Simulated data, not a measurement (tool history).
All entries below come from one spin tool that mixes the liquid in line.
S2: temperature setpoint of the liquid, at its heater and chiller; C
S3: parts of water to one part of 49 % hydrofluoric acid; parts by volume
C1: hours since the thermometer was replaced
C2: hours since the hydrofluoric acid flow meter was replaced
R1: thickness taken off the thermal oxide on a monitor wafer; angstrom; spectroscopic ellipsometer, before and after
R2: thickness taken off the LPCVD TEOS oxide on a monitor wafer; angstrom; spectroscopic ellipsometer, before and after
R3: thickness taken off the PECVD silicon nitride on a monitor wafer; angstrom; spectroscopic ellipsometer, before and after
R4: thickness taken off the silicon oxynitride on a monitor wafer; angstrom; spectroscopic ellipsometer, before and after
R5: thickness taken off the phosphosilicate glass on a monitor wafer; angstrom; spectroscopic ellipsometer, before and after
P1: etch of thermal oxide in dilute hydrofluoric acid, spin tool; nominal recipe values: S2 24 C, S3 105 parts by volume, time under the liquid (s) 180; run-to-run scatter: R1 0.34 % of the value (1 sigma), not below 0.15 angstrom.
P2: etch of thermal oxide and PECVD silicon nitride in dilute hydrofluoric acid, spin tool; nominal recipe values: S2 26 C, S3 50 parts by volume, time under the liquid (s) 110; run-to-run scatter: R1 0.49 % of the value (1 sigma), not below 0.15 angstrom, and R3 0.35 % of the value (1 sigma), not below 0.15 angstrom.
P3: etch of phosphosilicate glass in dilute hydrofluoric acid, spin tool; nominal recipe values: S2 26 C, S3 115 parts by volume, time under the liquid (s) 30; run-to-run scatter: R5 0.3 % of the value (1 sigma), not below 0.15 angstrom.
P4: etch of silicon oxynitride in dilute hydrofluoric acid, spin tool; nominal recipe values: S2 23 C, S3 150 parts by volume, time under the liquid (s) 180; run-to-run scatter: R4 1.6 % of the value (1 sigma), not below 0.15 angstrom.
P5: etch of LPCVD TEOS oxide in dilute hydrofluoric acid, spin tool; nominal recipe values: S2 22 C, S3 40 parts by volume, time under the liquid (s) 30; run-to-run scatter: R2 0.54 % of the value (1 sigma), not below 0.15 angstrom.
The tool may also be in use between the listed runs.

Run 1, day 0.233: process that ran P1, S2 24 C, S3 105 parts by volume, time under the liquid (s) 180; C1 279.5; C2 252.8. Result: R1 84.2 angstrom.
Run 2, day 0.392: process that ran P1, S2 24 C, S3 105 parts by volume, time under the liquid (s) 15; C1 283.3; C2 256.6. Result: R1 7.1517 angstrom.
Run 3, day 0.546: process that ran P5, S2 22 C, S3 40 parts by volume, time under the liquid (s) 15; C1 287; C2 260.3. Result: R2 134.18 angstrom.
Run 4, day 0.8: process that ran P2, S2 26 C, S3 50 parts by volume, time under the liquid (s) 110; C1 293.1; C2 266.4. Result: R1 120.81 angstrom, R3 58.143 angstrom.
Run 5, day 0.988: process that ran P1, S2 24 C, S3 185 parts by volume, time under the liquid (s) 180; C1 297.6; C2 270.9. Result: R1 43.728 angstrom.
Run 6, day 1.233: process that ran P1, S2 24 C, S3 105 parts by volume, time under the liquid (s) 180; C1 303.5; C2 276.8. Result: R1 84.954 angstrom.
Run 7, day 1.383: process that ran P4, S2 23 C, S3 150 parts by volume, time under the liquid (s) 180; C1 307.1; C2 280.4. Result: R4 16.821 angstrom.
At day 1.467: thermometer replaced.
Run 8, day 1.517: process that ran P4, S2 31 C, S3 150 parts by volume, time under the liquid (s) 180; C1 1.3; C2 283.6. Result: R4 23.332 angstrom.
Run 9, day 1.692: process that ran P4, S2 23 C, S3 220 parts by volume, time under the liquid (s) 180; C1 5.5; C2 287.8. Result: R4 10.61 angstrom.
Run 10, day 1.888: process that ran P5, S2 22 C, S3 40 parts by volume, time under the liquid (s) 30; C1 10.2; C2 292.5. Result: R2 268.01 angstrom.
Run 11, day 2.017: process that ran P1, S2 24 C, S3 105 parts by volume, time under the liquid (s) 180; C1 13.3; C2 295.6. Result: R1 84.507 angstrom.
Run 12, day 2.25: process that ran P5, S2 22 C, S3 40 parts by volume, time under the liquid (s) 30; C1 18.9; C2 301.2. Result: R2 268.69 angstrom.
Run 13, day 2.379: process that ran P1, S2 32 C, S3 105 parts by volume, time under the liquid (s) 180; C1 22; C2 304.3. Result: R1 115.19 angstrom.
Run 14, day 2.512: process that ran P1, S2 24 C, S3 105 parts by volume, time under the liquid (s) 310; C1 25.2; C2 307.5. Result: R1 145.62 angstrom.
Run 15, day 2.717: process that ran P1, S2 19.5 C, S3 105 parts by volume, time under the liquid (s) 180; C1 30.1; C2 312.4. Result: R1 70.471 angstrom.
Run 16, day 2.871: process that ran P1, S2 24 C, S3 60 parts by volume, time under the liquid (s) 280; C1 33.8; C2 316.1. Result: R1 245.51 angstrom.
Run 17, day 3.029: process that ran P1, S2 24 C, S3 105 parts by volume, time under the liquid (s) 180; C1 37.6; C2 319.9. Result: R1 84.999 angstrom.
Run 18, day 3.229: process that ran P4, S2 23 C, S3 150 parts by volume, time under the liquid (s) 345; C1 42.4; C2 324.7. Result: R4 31.43 angstrom.
Run 19, day 3.458: process that ran P1, S2 28.5 C, S3 30 parts by volume, time under the liquid (s) 180; C1 47.9; C2 330.2. Result: R1 393.1 angstrom.
Run 20, day 3.612: process that ran P2, S2 26 C, S3 50 parts by volume, time under the liquid (s) 200; C1 51.6; C2 333.9. Result: R1 219.64 angstrom, R3 105.58 angstrom.
At day 3.821: hydrofluoric acid flow meter replaced.
Run 21, day 3.854: process that ran P3, S2 26 C, S3 115 parts by volume, time under the liquid (s) 15; C1 57.4; C2 0.8. Result: R5 174.64 angstrom.
Run 22, day 4: process that ran P2, S2 26 C, S3 20 parts by volume, time under the liquid (s) 110; C1 60.9; C2 4.3. Result: R1 314.55 angstrom, R3 141.7 angstrom.
Run 23, day 4.167: process that ran P5, S2 22 C, S3 20 parts by volume, time under the liquid (s) 30; C1 64.9; C2 8.3. Result: R2 544.49 angstrom.

Expected results for the next run?
Run 24, day 4.383: process that ran P3, S2 19.5 C, S3 115 parts by volume, time under the liquid (s) 30; C1 70.1; C2 13.5. Result: R5 ?.

Run 24 produced R5 268.44 angstrom.

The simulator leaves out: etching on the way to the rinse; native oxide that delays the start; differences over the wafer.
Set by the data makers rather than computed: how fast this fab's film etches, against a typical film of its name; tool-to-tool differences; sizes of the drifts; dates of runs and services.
